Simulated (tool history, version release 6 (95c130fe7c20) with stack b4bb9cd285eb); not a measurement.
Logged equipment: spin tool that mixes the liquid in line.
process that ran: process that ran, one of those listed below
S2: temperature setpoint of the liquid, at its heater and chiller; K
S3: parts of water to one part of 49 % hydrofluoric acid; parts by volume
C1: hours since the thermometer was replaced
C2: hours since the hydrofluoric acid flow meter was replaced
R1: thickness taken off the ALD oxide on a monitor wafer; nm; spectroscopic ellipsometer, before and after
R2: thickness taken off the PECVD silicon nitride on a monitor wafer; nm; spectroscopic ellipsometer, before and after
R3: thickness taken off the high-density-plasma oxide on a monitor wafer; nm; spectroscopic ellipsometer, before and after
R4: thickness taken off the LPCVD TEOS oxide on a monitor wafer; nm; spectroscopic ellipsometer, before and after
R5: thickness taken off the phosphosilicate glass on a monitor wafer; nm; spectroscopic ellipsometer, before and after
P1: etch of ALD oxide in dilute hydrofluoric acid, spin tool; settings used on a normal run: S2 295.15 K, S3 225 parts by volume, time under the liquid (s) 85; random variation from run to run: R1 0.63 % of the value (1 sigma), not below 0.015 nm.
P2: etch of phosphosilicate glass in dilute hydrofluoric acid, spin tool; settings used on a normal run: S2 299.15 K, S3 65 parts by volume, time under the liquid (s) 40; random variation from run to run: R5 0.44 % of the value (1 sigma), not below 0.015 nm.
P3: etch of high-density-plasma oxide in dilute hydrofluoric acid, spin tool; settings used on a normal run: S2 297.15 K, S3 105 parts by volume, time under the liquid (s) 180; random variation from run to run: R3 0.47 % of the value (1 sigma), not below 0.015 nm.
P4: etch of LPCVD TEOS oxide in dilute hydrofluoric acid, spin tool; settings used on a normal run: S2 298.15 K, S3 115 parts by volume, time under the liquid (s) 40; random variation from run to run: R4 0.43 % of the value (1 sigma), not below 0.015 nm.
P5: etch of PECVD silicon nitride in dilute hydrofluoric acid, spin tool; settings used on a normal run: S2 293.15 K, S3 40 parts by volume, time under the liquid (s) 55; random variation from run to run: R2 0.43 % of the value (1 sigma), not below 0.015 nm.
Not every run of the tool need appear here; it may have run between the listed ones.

Run 1, hour 4.9: process that ran P1, S2 295.15 K, S3 225 parts by volume, time under the liquid (s) 85; C1 878.8; C2 504.2. Result: R1 4.2133 nm.
Run 2, hour 9.8: process that ran P1, S2 295.15 K, S3 225 parts by volume, time under the liquid (s) 85; C1 883.7; C2 509.1. Result: R1 4.1960 nm.
Run 3, hour 17.3: process that ran P5, S2 293.15 K, S3 40 parts by volume, time under the liquid (s) 90; C1 891.2; C2 516.6. Result: R2 9.2815 nm.
Run 4, hour 24.8: process that ran P5, S2 293.15 K, S3 55 parts by volume, time under the liquid (s) 55; C1 898.7; C2 524.1. Result: R2 4.1764 nm.
Run 5, hour 31.5: process that ran P1, S2 301.65 K, S3 225 parts by volume, time under the liquid (s) 85; C1 905.4; C2 530.8. Result: R1 5.3030 nm.
Run 6, hour 37.3: process that ran P3, S2 297.15 K, S3 105 parts by volume, time under the liquid (s) 180; C1 911.2; C2 536.6. Result: R3 10.6010 nm.
Run 7, hour 45.5: process that ran P1, S2 290.15 K, S3 225 parts by volume, time under the liquid (s) 85; C1 919.4; C2 544.8. Result: R1 3.4807 nm.
Run 8, hour 50.0: process that ran P1, S2 295.15 K, S3 225 parts by volume, time under the liquid (s) 155; C1 923.9; C2 549.3. Result: R1 7.6285 nm.
Run 9, hour 56.5: process that ran P1, S2 290.15 K, S3 295 parts by volume, time under the liquid (s) 85; C1 930.4; C2 555.8. Result: R1 2.4640 nm.
Run 10, hour 61.8: process that ran P1, S2 295.15 K, S3 60 parts by volume, time under the liquid (s) 85; C1 935.7; C2 561.1. Result: R1 18.7390 nm.
Run 11, hour 66.2: process that ran P5, S2 293.15 K, S3 40 parts by volume, time under the liquid (s) 55; C1 940.1; C2 565.5. Result: R2 5.7025 nm.
Run 12, hour 71.9: process that ran P1, S2 290.65 K, S3 105 parts by volume, time under the liquid (s) 85; C1 945.8; C2 571.2. Result: R1 8.4799 nm.
Run 13, hour 77.7: process that ran P3, S2 297.15 K, S3 105 parts by volume, time under the liquid (s) 50; C1 951.6; C2 577.0. Result: R3 2.9338 nm.
Run 14, hour 83.4: process that ran P1, S2 295.15 K, S3 225 parts by volume, time under the liquid (s) 85; C1 957.3; C2 582.7. Result: R1 4.1794 nm.
Run 15, hour 87.8: process that ran P4, S2 304.15 K, S3 115 parts by volume, time under the liquid (s) 40; C1 961.7; C2 587.1. Result: R4 12.750 nm.
Run 16, hour 95.6: process that ran P4, S2 298.15 K, S3 115 parts by volume, time under the liquid (s) 40; C1 969.5; C2 594.9. Result: R4 10.146 nm.
Run 17, hour 102.7: process that ran P3, S2 297.15 K, S3 180 parts by volume, time under the liquid (s) 180; C1 976.6; C2 602.0. Result: R3 5.6885 nm.
Run 18, hour 111.5: process that ran P1, S2 295.15 K, S3 225 parts by volume, time under the liquid (s) 85; C1 985.4; C2 610.8. Result: R1 4.1942 nm.
Run 19, hour 116.7: process that ran P2, S2 299.15 K, S3 65 parts by volume, time under the liquid (s) 40; C1 990.6; C2 616.0. Result: R5 45.945 nm.
Run 20, hour 125.5: process that ran P2, S2 299.15 K, S3 110 parts by volume, time under the liquid (s) 40; C1 999.4; C2 624.8. Result: R5 25.394 nm.
Run 21, hour 131.5: process that ran P1, S2 295.15 K, S3 335 parts by volume, time under the liquid (s) 85; C1 1005.4; C2 630.8. Result: R1 2.5661 nm.
Run 22, hour 137.4: process that ran P4, S2 298.15 K, S3 115 parts by volume, time under the liquid (s) 15; C1 1011.3; C2 636.7. Result: R4 3.827 nm.
Run 23, hour 141.5: process that ran P2, S2 299.15 K, S3 65 parts by volume, time under the liquid (s) 40; C1 1015.4; C2 640.8. Result: R5 46.009 nm.
Run 24, hour 148.4: process that ran P2, S2 290.65 K, S3 65 parts by volume, time under the liquid (s) 40; C1 1022.3; C2 647.7. Result: R5 32.516 nm.
Run 25, hour 155.3: process that ran P3, S2 304.65 K, S3 105 parts by volume, time under the liquid (s) 180; C1 1029.2; C2 654.6. Result: R3 14.1330 nm.
Run 26, hour 161.1: process that ran P5, S2 290.15 K, S3 40 parts by volume, time under the liquid (s) 55; C1 1035.0; C2 660.4. Result: R2 4.6284 nm.
Run 27, hour 165.5: process that ran P4, S2 298.15 K, S3 115 parts by volume, time under the liquid (s) 40; C1 1039.4; C2 664.8. Result: R4 10.078 nm.
Run 28, hour 173.5: process that ran P4, S2 298.15 K, S3 65 parts by volume, time under the liquid (s) 40; C1 1047.4; C2 672.8. Result: R4 19.068 nm.

Expected results for the next run?
Run 29, hour 177.8: process that ran P2, S2 299.15 K, S3 65 parts by volume, time under the liquid (s) 15; C1 1051.7; C2 677.1. Result: R5 ?.

{"run 29": {"R5": 17.333}}

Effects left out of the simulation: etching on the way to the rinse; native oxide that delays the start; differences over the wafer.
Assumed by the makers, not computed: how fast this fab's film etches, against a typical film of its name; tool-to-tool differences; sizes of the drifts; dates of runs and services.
